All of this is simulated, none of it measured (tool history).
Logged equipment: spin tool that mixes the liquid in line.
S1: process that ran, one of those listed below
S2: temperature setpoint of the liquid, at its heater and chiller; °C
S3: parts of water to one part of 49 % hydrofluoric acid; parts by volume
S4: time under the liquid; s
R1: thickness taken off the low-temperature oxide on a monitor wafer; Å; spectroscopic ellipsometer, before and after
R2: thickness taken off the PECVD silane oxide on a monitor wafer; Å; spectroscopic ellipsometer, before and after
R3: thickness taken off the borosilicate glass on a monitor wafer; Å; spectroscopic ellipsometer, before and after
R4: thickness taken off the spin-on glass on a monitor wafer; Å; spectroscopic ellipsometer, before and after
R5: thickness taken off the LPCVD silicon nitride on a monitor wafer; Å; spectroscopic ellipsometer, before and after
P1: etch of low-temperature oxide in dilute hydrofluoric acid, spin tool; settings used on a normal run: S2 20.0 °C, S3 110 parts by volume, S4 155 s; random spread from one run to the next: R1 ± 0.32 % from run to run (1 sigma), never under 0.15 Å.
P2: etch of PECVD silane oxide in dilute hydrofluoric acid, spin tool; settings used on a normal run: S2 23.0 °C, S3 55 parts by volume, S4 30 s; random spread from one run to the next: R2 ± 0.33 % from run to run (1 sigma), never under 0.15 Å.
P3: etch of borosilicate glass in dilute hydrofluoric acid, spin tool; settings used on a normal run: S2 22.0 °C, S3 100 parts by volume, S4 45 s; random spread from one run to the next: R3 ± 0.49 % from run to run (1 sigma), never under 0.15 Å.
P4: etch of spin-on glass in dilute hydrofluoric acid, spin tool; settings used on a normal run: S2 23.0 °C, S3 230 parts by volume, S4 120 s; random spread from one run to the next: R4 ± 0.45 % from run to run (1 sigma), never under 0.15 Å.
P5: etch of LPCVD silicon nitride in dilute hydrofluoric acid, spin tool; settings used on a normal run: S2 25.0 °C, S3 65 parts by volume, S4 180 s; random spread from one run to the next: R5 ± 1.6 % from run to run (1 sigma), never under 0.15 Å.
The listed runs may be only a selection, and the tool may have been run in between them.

run   hour  S1    S2   S3   S4       R1      R2      R3       R4       R5
  1   11.8  P1  20.0  110  155  347.670
  2   28.9  P2  23.0   55   65           230.02
  3   45.9  P2  23.0   55   30           106.55
      47.4  -- hydrofluoric acid flow meter replaced
  4   61.6  P3  22.0  100   65                   269.54
  5   72.2  P4  28.0  230  120                           229.180
  6   89.9  P4  23.0  230   20                            31.793
  7   99.2  P5  25.0   65  320                                    25.1600
  8  112.1  P1  20.0  110  155  346.400
  9  128.6  P5  25.0   65  180                                    13.7470
 10  137.1  P5  17.5   65  180                                     8.3072
 11  152.9  P1  20.0  110   40   89.807
 12  170.5  P1  17.0  185  155  170.300
 13  180.1  P3  22.0  155   45                   114.66
 14  198.4  P3  22.0  100   45                   188.41
 15  209.2  P5  25.0  115  180                                     8.1982
 16  220.9  P3  22.0  100   45                   189.49
 17  230.1  P1  25.5  110  155  433.640
 18  248.7  P1  20.0  185  155  190.590
 19  257.7  P4  23.0  230  120                           192.370
 20  268.8  P1  20.0  110  155  348.210
 21  285.3  P3  30.0  100   45                   258.49
 22  295.8  P1  20.0   65   20   80.162
 23  305.4  P4  23.0   60  120                           898.270
 24  320.4  P2  29.0   55   30           135.70
 25  329.8  P1  20.0  110  155  349.000
 26  347.6  P1  24.5  170  155  253.760
 27  361.5  P1  20.0  110  155  350.780
 28  374.5  P1  17.0  110  155  308.620
 29  385.0  P1  20.0   65  155  623.450
 30  393.6  P1  20.0  110  155  348.550
 31  410.7  P2  23.0   20   30           306.30
 32  427.9  P5  25.0   65  180                                    14.3290
 33  443.2  P1  20.0  110  275  617.300
 34  457.6  P1  20.0  110  155  349.780
 35  469.4  P1  20.0  110  155  362.760
 36  479.3  P1  20.0  110  155  368.320
 37  492.3  P1  20.0  110  155  374.010
 38  507.6  P1  20.0  110  155  378.370
 39  519.0  P1  20.0  110  155  379.670
 40  528.4  P1  20.0  110  155  382.110
 41  536.7  P1  20.0  110  155  380.660
 42  553.3  P1  20.0  110  155  384.470
 43  564.7  P1  20.0  110  155  383.560

What P1 gives has crept away from where it was. These 2 causes fit the log equally well, each at the size given:
A: liquid hotter than its thermometer reads (K) = 2.38
B: hydrofluoric acid flow above the setpoint (%) = 8.96
At approximately hour 457.6, the process output began to creep.

Below are 4 check runs, each averaged over 5 wafers, with their results shown as question marks. Which of them would give clearly different results depending on which cause is behind the drift?
check 1  576.1  P2  26.0   55   50       ?
check 2  576.1  P4  23.0   75   65               ?
check 3  576.1  P3  25.5  100   45           ?
check 4  576.1  P5  25.0  100  180                   ?

If the cause were each of the candidates in turn, the checks would give the following:
  check  result     if A     if B
check 1      R2   220.50   219.83
check 2      R4  416.160  415.190
check 3      R3   238.14   239.17
check 4      R5  10.7560  10.0370
Gap, in per cent, between the two causes that each check separates least, read from the result that separates them most: check 1 0.31 %; check 2 0.23 %; check 3 0.43 %; check 4 6.92 %
Of the check runs offered, only check 4 discriminates between the causes; the rest would read about the same regardless of which cause applies.

Check 4 was carried out, with these results: R5 10.0450 Å. Which of the listed causes is responsible?

It was cause B: hydrofluoric acid flow above the setpoint (%).
